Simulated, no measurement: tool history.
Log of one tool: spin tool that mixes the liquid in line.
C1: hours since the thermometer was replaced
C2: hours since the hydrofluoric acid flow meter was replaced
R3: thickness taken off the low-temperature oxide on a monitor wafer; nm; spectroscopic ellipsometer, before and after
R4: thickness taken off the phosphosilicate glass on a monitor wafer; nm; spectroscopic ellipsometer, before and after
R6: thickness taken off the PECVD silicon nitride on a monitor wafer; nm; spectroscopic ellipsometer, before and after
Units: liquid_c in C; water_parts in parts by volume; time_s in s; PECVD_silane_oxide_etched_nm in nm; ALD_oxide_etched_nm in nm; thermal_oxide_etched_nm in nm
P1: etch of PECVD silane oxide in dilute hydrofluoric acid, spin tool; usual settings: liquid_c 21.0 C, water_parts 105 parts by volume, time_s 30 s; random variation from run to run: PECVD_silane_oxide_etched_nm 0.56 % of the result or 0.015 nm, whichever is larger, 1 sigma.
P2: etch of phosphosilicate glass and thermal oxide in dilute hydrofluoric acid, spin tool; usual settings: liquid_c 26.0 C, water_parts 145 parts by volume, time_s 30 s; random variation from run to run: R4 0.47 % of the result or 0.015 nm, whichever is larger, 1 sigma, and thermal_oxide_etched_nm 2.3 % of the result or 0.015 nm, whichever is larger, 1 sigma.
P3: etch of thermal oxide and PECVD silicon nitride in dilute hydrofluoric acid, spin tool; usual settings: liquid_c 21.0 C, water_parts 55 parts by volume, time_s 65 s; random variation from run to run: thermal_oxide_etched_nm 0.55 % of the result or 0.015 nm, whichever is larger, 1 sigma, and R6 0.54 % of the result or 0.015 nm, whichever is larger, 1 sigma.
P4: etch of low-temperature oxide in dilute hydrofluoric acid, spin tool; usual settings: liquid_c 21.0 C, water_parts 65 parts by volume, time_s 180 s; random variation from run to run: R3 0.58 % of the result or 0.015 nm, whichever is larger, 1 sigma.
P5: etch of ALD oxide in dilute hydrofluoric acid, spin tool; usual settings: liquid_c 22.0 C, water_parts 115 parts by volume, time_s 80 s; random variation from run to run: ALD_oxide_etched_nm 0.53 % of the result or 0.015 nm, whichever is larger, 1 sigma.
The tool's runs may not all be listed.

Run 1, day 0.346: process P1, liquid_c 21.0 C, water_parts 105 parts by volume, time_s 30 s; C1 880.4; C2 1417.3. Result: PECVD_silane_oxide_etched_nm 8.7534 nm.
Run 2, day 0.671: process P1, liquid_c 21.0 C, water_parts 105 parts by volume, time_s 60 s; C1 888.2; C2 1425.1. Result: PECVD_silane_oxide_etched_nm 17.4830 nm.
Run 3, day 0.946: process P5, liquid_c 22.0 C, water_parts 115 parts by volume, time_s 80 s; C1 894.8; C2 1431.7. Result: ALD_oxide_etched_nm 6.9832 nm.
Run 4, day 1.196: process P4, liquid_c 21.0 C, water_parts 65 parts by volume, time_s 180 s; C1 900.8; C2 1437.7. Result: R3 27.963 nm.
Run 5, day 1.462: process P1, liquid_c 21.0 C, water_parts 105 parts by volume, time_s 30 s; C1 907.2; C2 1444.1. Result: PECVD_silane_oxide_etched_nm 8.7189 nm.
Run 6, day 1.771: process P4, liquid_c 21.0 C, water_parts 65 parts by volume, time_s 345 s; C1 914.6; C2 1451.5. Result: R3 53.243 nm.
Run 7, day 1.988: process P4, liquid_c 21.0 C, water_parts 95 parts by volume, time_s 180 s; C1 919.8; C2 1456.7. Result: R3 18.326 nm.
Run 8, day 2.254: process P5, liquid_c 28.0 C, water_parts 115 parts by volume, time_s 80 s; C1 926.2; C2 1463.1. Result: ALD_oxide_etched_nm 8.7922 nm.
Run 9, day 2.479: process P2, liquid_c 18.0 C, water_parts 145 parts by volume, time_s 30 s; C1 931.6; C2 1468.5. Result: R4 26.477 nm, thermal_oxide_etched_nm 0.71268 nm.
Run 10, day 2.800: process P1, liquid_c 21.0 C, water_parts 65 parts by volume, time_s 60 s; C1 939.3; C2 1476.2. Result: PECVD_silane_oxide_etched_nm 29.4280 nm.
Run 11, day 3.183: process P3, liquid_c 21.0 C, water_parts 55 parts by volume, time_s 130 s; C1 948.5; C2 1485.4. Result: thermal_oxide_etched_nm 10.48600 nm, R6 11.1260 nm.
Run 12, day 3.600: process P5, liquid_c 22.0 C, water_parts 170 parts by volume, time_s 80 s; C1 958.5; C2 1495.4. Result: ALD_oxide_etched_nm 4.4827 nm.
Run 13, day 3.892: process P3, liquid_c 21.0 C, water_parts 55 parts by volume, time_s 65 s; C1 965.5; C2 1502.4. Result: thermal_oxide_etched_nm 5.24740 nm, R6 5.5555 nm.
Run 14, day 4.096: process P1, liquid_c 17.0 C, water_parts 105 parts by volume, time_s 30 s; C1 970.4; C2 1507.3. Result: PECVD_silane_oxide_etched_nm 7.3907 nm.
Run 15, day 4.538: process P1, liquid_c 21.0 C, water_parts 105 parts by volume, time_s 30 s; C1 981.0; C2 1517.9. Result: PECVD_silane_oxide_etched_nm 8.8459 nm.
Run 16, day 4.946: process P3, liquid_c 21.0 C, water_parts 85 parts by volume, time_s 65 s; C1 990.8; C2 1527.7. Result: thermal_oxide_etched_nm 3.27310 nm, R6 3.6399 nm.
Run 17, day 5.317: process P2, liquid_c 26.0 C, water_parts 30 parts by volume, time_s 30 s; C1 999.7; C2 1536.6. Result: R4 202.570 nm, thermal_oxide_etched_nm 5.68890 nm.
Run 18, day 5.600: process P1, liquid_c 21.0 C, water_parts 55 parts by volume, time_s 30 s; C1 1006.5; C2 1543.4. Result: PECVD_silane_oxide_etched_nm 17.7020 nm.
Run 19, day 5.933: process P5, liquid_c 22.0 C, water_parts 115 parts by volume, time_s 155 s; C1 1014.5; C2 1551.4. Result: ALD_oxide_etched_nm 13.6240 nm.
Run 20, day 6.354: process P3, liquid_c 26.5 C, water_parts 55 parts by volume, time_s 65 s; C1 1024.6; C2 1561.5. Result: thermal_oxide_etched_nm 6.59590 nm, R6 8.0445 nm.
Run 21, day 6.638: process P1, liquid_c 21.0 C, water_parts 105 parts by volume, time_s 30 s; C1 1031.4; C2 1568.3. Result: PECVD_silane_oxide_etched_nm 8.8749 nm.
Run 22, day 7.054: process P2, liquid_c 26.0 C, water_parts 145 parts by volume, time_s 30 s; C1 1041.4; C2 1578.3. Result: R4 35.949 nm, thermal_oxide_etched_nm 0.99107 nm.
Run 23, day 7.500: process P1, liquid_c 21.0 C, water_parts 105 parts by volume, time_s 30 s; C1 1052.1; C2 1589.0. Result: PECVD_silane_oxide_etched_nm 8.7328 nm.
Run 24, day 7.896: process P4, liquid_c 29.0 C, water_parts 65 parts by volume, time_s 180 s; C1 1061.6; C2 1598.5. Result: R3 37.891 nm.
Run 25, day 8.162: process P1, liquid_c 28.5 C, water_parts 105 parts by volume, time_s 30 s; C1 1068.0; C2 1604.9. Result: PECVD_silane_oxide_etched_nm 11.7610 nm.
Run 26, day 8.362: process P1, liquid_c 21.0 C, water_parts 105 parts by volume, time_s 15 s; C1 1072.8; C2 1609.7. Result: PECVD_silane_oxide_etched_nm 4.3483 nm.
Run 27, day 8.571: process P3, liquid_c 21.0 C, water_parts 55 parts by volume, time_s 65 s; C1 1077.8; C2 1614.7. Result: thermal_oxide_etched_nm 5.28180 nm, R6 5.5152 nm.
Run 28, day 8.888: process P2, liquid_c 26.0 C, water_parts 145 parts by volume, time_s 15 s; C1 1085.4; C2 1622.3. Result: R4 17.890 nm, thermal_oxide_etched_nm 0.51564 nm.
Run 29, day 9.088: process P1, liquid_c 21.0 C, water_parts 185 parts by volume, time_s 30 s; C1 1090.2; C2 1627.1. Result: PECVD_silane_oxide_etched_nm 4.4911 nm.
Run 30, day 9.479: process P1, liquid_c 21.0 C, water_parts 105 parts by volume, time_s 30 s; C1 1099.6; C2 1636.5. Result: PECVD_silane_oxide_etched_nm 8.6998 nm.
Run 31, day 9.854: process P1, liquid_c 21.0 C, water_parts 105 parts by volume, time_s 30 s; C1 1108.6; C2 1645.5. Result: PECVD_silane_oxide_etched_nm 9.0569 nm.
Run 32, day 10.217: process P1, liquid_c 21.0 C, water_parts 105 parts by volume, time_s 30 s; C1 1117.3; C2 1654.2. Result: PECVD_silane_oxide_etched_nm 9.4114 nm.
Run 33, day 10.446: process P1, liquid_c 21.0 C, water_parts 105 parts by volume, time_s 30 s; C1 1122.8; C2 1659.7. Result: PECVD_silane_oxide_etched_nm 9.4078 nm.
Run 34, day 10.850: process P1, liquid_c 21.0 C, water_parts 105 parts by volume, time_s 30 s; C1 1132.5; C2 1669.4. Result: PECVD_silane_oxide_etched_nm 9.3892 nm.
Run 35, day 11.188: process P1, liquid_c 21.0 C, water_parts 105 parts by volume, time_s 30 s; C1 1140.6; C2 1677.5. Result: PECVD_silane_oxide_etched_nm 9.4929 nm.

Run 36 comes next. What will it give?
Run 36, day 11.612: process P1, liquid_c 21.0 C, water_parts 105 parts by volume, time_s 30 s; C1 1150.8; C2 1687.7. Result: PECVD_silane_oxide_etched_nm ?.

PECVD_silane_oxide_etched_nm: 9.4591 nm
